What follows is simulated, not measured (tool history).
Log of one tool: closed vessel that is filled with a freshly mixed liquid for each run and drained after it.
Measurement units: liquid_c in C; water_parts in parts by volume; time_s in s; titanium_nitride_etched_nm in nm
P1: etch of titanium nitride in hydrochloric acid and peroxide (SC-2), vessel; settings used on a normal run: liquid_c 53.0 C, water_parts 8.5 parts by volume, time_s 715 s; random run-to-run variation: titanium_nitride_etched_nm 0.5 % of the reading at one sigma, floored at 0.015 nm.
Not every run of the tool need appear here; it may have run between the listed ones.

| run | hour | liquid_c | water_parts | time_s | titanium_nitride_etched_nm |
|---|---|---|---|---|---|
| 1 | 7.8 | 53.0 | 8.5 | 715 | 21.797 |
| 2 | 22.4 | 53.0 | 8.5 | 1335 | 40.772 |
| 3 | 39.7 | 53.0 | 8.5 | 715 | 21.773 |
| 4 | 55.8 | 53.0 | 8.5 | 715 | 21.693 |
| 5 | 67.6 | 53.0 | 8.5 | 715 | 21.696 |
| 6 | 81.3 | 53.0 | 8.5 | 715 | 21.632 |
| 7 | 96.8 | 44.0 | 8.5 | 55 | 0.917 |
| 8 | 112.7 | 53.0 | 12.5 | 715 | 15.816 |
| 9 | 127.3 | 53.0 | 8.5 | 220 | 6.735 |
| 10 | 144.6 | 53.0 | 4.0 | 715 | 38.270 |
| 11 | 155.7 | 66.5 | 8.5 | 715 | 50.820 |
| 12 | 163.3 | 42.5 | 8.5 | 715 | 10.649 |
| 13 | 171.4 | 53.0 | 8.5 | 715 | 21.753 |
| 14 | 179.6 | 53.0 | 8.5 | 715 | 22.400 |
| 15 | 192.1 | 53.0 | 8.5 | 715 | 23.287 |
| 16 | 201.5 | 53.0 | 8.5 | 715 | 23.350 |
| 17 | 213.2 | 53.0 | 8.5 | 715 | 23.603 |
| 18 | 222.2 | 53.0 | 8.5 | 715 | 23.484 |
| 19 | 231.3 | 53.0 | 8.5 | 715 | 23.773 |
| 20 | 239.5 | 53.0 | 8.5 | 715 | 23.682 |

What P1 gives has crept away from where it was. These 2 causes fit the log equally well, each at the size given:
A: liquid hotter than its thermometer reads (K) = 1.36
B: chemicals flow above the setpoint (%) = 11.7
The drift started at roughly hour 171.4.
Excluded causes, each with its reason:
peroxide weaker than its label (%): at most 8, which would move titanium_nitride_etched_nm by -7.3 %: too little, or the wrong way

Of the 4 check runs below, each run on 3 wafers with the results averaged and each result still a question mark, which one would tell the listed causes apart?
| check 1 | 247.7 | 53.0 | 8.5 | 240 | ? |
| check 2 | 247.7 | 45.5 | 4.0 | 715 | ? |
| check 3 | 247.7 | 42.5 | 8.5 | 1195 | ? |
| check 4 | 247.7 | 59.0 | 8.5 | 355 | ? |

What each check would give under each cause:
| check | result | if A | if B |
|---|---|---|---|
| check 1 | titanium_nitride_etched_nm | 7.9658 | 7.9652 |
| check 2 | titanium_nitride_etched_nm | 25.2330 | 24.7220 |
| check 3 | titanium_nitride_etched_nm | 19.6140 | 19.4960 |
| check 4 | titanium_nitride_etched_nm | 17.2720 | 17.3260 |
Minimum pairwise separation of causes per check, each pair taken at its best-separating result: check 1 0.01 %; check 2 2.05 %; check 3 0.61 %; check 4 0.31 %
Of the check runs offered, only check 2 discriminates between the causes; the rest would read about the same regardless of which cause applies.

Check 2 has now been run. It gave: titanium_nitride_etched_nm 24.7990 nm. Which of the candidate causes is it?

The cause is B: chemicals flow above the setpoint (%).
